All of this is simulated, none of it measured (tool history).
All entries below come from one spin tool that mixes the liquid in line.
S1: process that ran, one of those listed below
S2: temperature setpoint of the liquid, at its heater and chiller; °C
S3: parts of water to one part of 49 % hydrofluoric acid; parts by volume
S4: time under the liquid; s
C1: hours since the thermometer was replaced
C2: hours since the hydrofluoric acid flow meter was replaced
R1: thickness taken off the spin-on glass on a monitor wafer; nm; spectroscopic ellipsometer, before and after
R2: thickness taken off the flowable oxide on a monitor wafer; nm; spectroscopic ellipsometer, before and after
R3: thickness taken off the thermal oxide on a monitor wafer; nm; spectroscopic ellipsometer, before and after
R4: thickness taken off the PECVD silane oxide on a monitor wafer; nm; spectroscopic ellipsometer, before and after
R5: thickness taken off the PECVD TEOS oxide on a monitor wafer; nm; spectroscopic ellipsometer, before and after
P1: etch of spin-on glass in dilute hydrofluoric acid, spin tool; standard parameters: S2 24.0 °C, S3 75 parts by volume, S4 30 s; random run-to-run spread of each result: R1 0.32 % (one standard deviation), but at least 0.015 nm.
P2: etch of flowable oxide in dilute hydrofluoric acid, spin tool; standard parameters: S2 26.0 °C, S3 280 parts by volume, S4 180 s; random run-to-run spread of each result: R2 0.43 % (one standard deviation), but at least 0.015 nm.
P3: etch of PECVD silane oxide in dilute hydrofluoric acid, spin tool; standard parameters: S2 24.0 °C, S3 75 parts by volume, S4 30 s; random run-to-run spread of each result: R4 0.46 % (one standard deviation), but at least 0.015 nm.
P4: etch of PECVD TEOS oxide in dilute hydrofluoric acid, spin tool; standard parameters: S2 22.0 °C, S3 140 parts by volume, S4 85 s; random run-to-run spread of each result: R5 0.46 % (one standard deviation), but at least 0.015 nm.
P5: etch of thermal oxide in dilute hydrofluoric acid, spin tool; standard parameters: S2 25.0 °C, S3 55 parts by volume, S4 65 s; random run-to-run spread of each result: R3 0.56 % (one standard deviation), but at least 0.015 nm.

run	hour	S1	S2	S3	S4	C1	C2	R1	R2	R3	R4	R5
1	12.5	P1	24.0	75	30	1168.3	194.4	10.5610				
2	19.2	P1	24.0	75	30	1175.0	201.1	10.5240				
3	25.9	P2	32.0	280	180	1181.7	207.8		40.888			
4	37.9	P1	24.0	20	30	1193.7	219.8	42.4460				
5	46.3	P5	25.0	55	65	1202.1	228.2			6.0310		
6	53.6	P1	24.0	75	45	1209.4	235.5	15.8160				
7	64.4	P5	25.0	20	65	1220.2	246.3			17.2720		
8	72.4	P1	24.0	75	30	1228.2	254.3	10.5020				
9	81.1	P5	25.0	55	95	1236.9	263.0			8.7377		
10	94.4	P3	20.0	75	30	1250.2	276.3				17.683	
11	107.4	P1	17.0	75	30	1263.2	289.3	7.8281				
12	113.4	P1	24.0	75	15	1269.2	295.3	5.2238				
13	123.3	P5	20.0	55	65	1279.1	305.2			4.9151		
14	133.5	P4	22.0	140	85	1289.3	315.4					10.5430
15	139.4	P1	29.0	75	30	1295.2	321.3	12.7490				
16	147.8	P2	26.0	420	180	1303.6	329.7		19.573			
17	155.2	P3	24.0	75	30	1311.0	337.1				21.078	
18	160.9	P4	22.0	140	130	1316.7	342.8					16.2660
19	169.9	P2	26.0	280	180	1325.7	351.8		33.723			
20	179.1	P1	24.0	135	30	1334.9	361.0	5.4429				
21	185.6	P1	17.5	75	50	1341.4	367.5	13.3850				
22	196.9	P3	24.0	75	15	1352.7	378.8				10.427	
23	209.3	P2	26.0	280	180	1365.1	391.2		33.589			
24	219.1	P5	25.0	55	65	1374.9	401.0			5.9750		
25	226.9	P4	22.0	85	85	1382.7	408.8					18.4830
26	237.1	P3	24.0	135	30	1392.9	419.0				10.754	
27	243.3	P4	17.0	140	85	1399.1	425.2					8.6705
28	251.3	P2	26.0	280	295	1407.1	433.2		55.587			
29	259.3	P1	24.0	75	30	1415.1	441.2	10.4540				
30	265.7	P1	24.0	75	30	1421.5	447.6	10.5130				
31	277.0	P1	24.0	75	30	1432.8	458.9	10.9430				
32	289.1	P1	24.0	75	30	1444.9	471.0	11.1370				
33	301.5	P1	24.0	75	30	1457.3	483.4	11.3190				
34	314.1	P1	24.0	75	30	1469.9	496.0	11.4300				
35	323.2	P1	24.0	75	30	1479.0	505.1	11.4260				
36	333.8	P1	24.0	75	30	1489.6	515.7	11.4990				
37	344.1	P1	24.0	75	30	1499.9	526.0	11.5320				
38	356.1	P1	24.0	75	30	1511.9	538.0	11.4980				
39	364.6	P1	24.0	75	30	1520.4	546.5	11.6120				
40	371.9	P1	24.0	75	30	1527.7	553.8	11.5550				

The output of P1 has drifted from where it used to be. Each of the 2 causes below, taken at the size shown beside it, accounts for the log equally well:
A: liquid hotter than its thermometer reads (K) = 2.44
B: hydrofluoric acid flow above the setpoint (%) = 9.32
Creep in the process output first set in at about hour 265.7.

4 check runs are offered, one wafer each, their results left as question marks. Which one tells the causes apart?
check 1	379.2	P2	30.5	405	180				?			
check 2	379.2	P3	24.0	105	30						?	
check 3	379.2	P4	17.0	140	85							?
check 4	379.2	P5	25.0	25	65					?		

Outcome of each check run for each possible cause:
check	result	if A	if B
check 1	R2	25.370	26.735
check 2	R4	15.744	15.820
check 3	R5	9.5529	9.5677
check 4	R3	15.1470	15.0130
Minimum pairwise separation of causes per check, each pair taken at its best-separating result: check 1 5.24 %; check 2 0.48 %; check 3 0.16 %; check 4 0.89 %
Check 1 distinguishes between the causes, while the remaining checks would return nearly the same result for all of them.

Check 1 has now been run. It gave: R2 25.428 nm. Which of the candidate causes is it?

It was cause A: liquid hotter than its thermometer reads (K).
